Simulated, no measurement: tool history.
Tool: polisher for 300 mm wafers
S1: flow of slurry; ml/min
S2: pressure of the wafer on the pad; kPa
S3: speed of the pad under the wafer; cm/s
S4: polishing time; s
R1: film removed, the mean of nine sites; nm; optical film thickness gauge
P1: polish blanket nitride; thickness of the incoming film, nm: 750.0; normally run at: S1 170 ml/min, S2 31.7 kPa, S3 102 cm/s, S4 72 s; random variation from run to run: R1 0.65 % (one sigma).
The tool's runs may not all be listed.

{"run": 1, "hour": 3.2, "S1": 170, "S2": 31.7, "S3": 102, "S4": 72, "R1": 152.85}
{"run": 2, "hour": 6.7, "S1": 170, "S2": 31.7, "S3": 102, "S4": 45, "R1": 96.201}
{"run": 3, "hour": 11.4, "S1": 170, "S2": 31.7, "S3": 102, "S4": 72, "R1": 154.03}
{"run": 4, "hour": 16.5, "S1": 170, "S2": 31.7, "S3": 138, "S4": 72, "R1": 191.93}
{"run": 5, "hour": 20.4, "S1": 170, "S2": 31.7, "S3": 102, "S4": 109, "R1": 230.32}
{"run": 6, "hour": 23.9, "S1": 170, "S2": 31.7, "S3": 48, "S4": 72, "R1": 83.304}
{"run": 7, "hour": 29.4, "S1": 170, "S2": 49.6, "S3": 102, "S4": 72, "R1": 238.51}
{"run": 8, "hour": 34.5, "S1": 170, "S2": 17.2, "S3": 102, "S4": 72, "R1": 84.173}
{"run": 9, "hour": 38.9, "S1": 170, "S2": 31.7, "S3": 102, "S4": 72, "R1": 153.29}
{"run": 10, "hour": 42.0, "S1": 170, "S2": 31.7, "S3": 102, "S4": 72, "R1": 152.62}
{"run": 11, "hour": 47.1, "S1": 100, "S2": 31.7, "S3": 102, "S4": 72, "R1": 137.84}
{"run": 12, "hour": 51.4, "S1": 210, "S2": 45.5, "S3": 102, "S4": 72, "R1": 228.44}
{"run": 13, "hour": 56.3, "S1": 265, "S2": 31.7, "S3": 102, "S4": 72, "R1": 162.77}
{"run": 14, "hour": 60.5, "S1": 170, "S2": 31.7, "S3": 102, "S4": 72, "R1": 153.67}
{"run": 15, "hour": 63.0, "S1": 170, "S2": 31.7, "S3": 102, "S4": 72, "R1": 153.79}
{"run": 16, "hour": 66.4, "S1": 170, "S2": 31.7, "S3": 102, "S4": 72, "R1": 152.6}
{"run": 17, "hour": 68.9, "S1": 170, "S2": 31.7, "S3": 102, "S4": 72, "R1": 152.24}
{"run": 18, "hour": 74.2, "S1": 170, "S2": 31.7, "S3": 102, "S4": 72, "R1": 145.56}
{"run": 19, "hour": 78.7, "S1": 170, "S2": 31.7, "S3": 102, "S4": 72, "R1": 144.1}
{"run": 20, "hour": 82.3, "S1": 170, "S2": 31.7, "S3": 102, "S4": 72, "R1": 141.91}

The next listed run, before its measurement:
{"hour": 85.0, "done": "worn pad replaced by a new one"}
{"run": 21, "hour": 86.1, "S1": 170, "S2": 31.7, "S3": 102, "S4": 72, "R1": "?"}

R1: 141.82 nm

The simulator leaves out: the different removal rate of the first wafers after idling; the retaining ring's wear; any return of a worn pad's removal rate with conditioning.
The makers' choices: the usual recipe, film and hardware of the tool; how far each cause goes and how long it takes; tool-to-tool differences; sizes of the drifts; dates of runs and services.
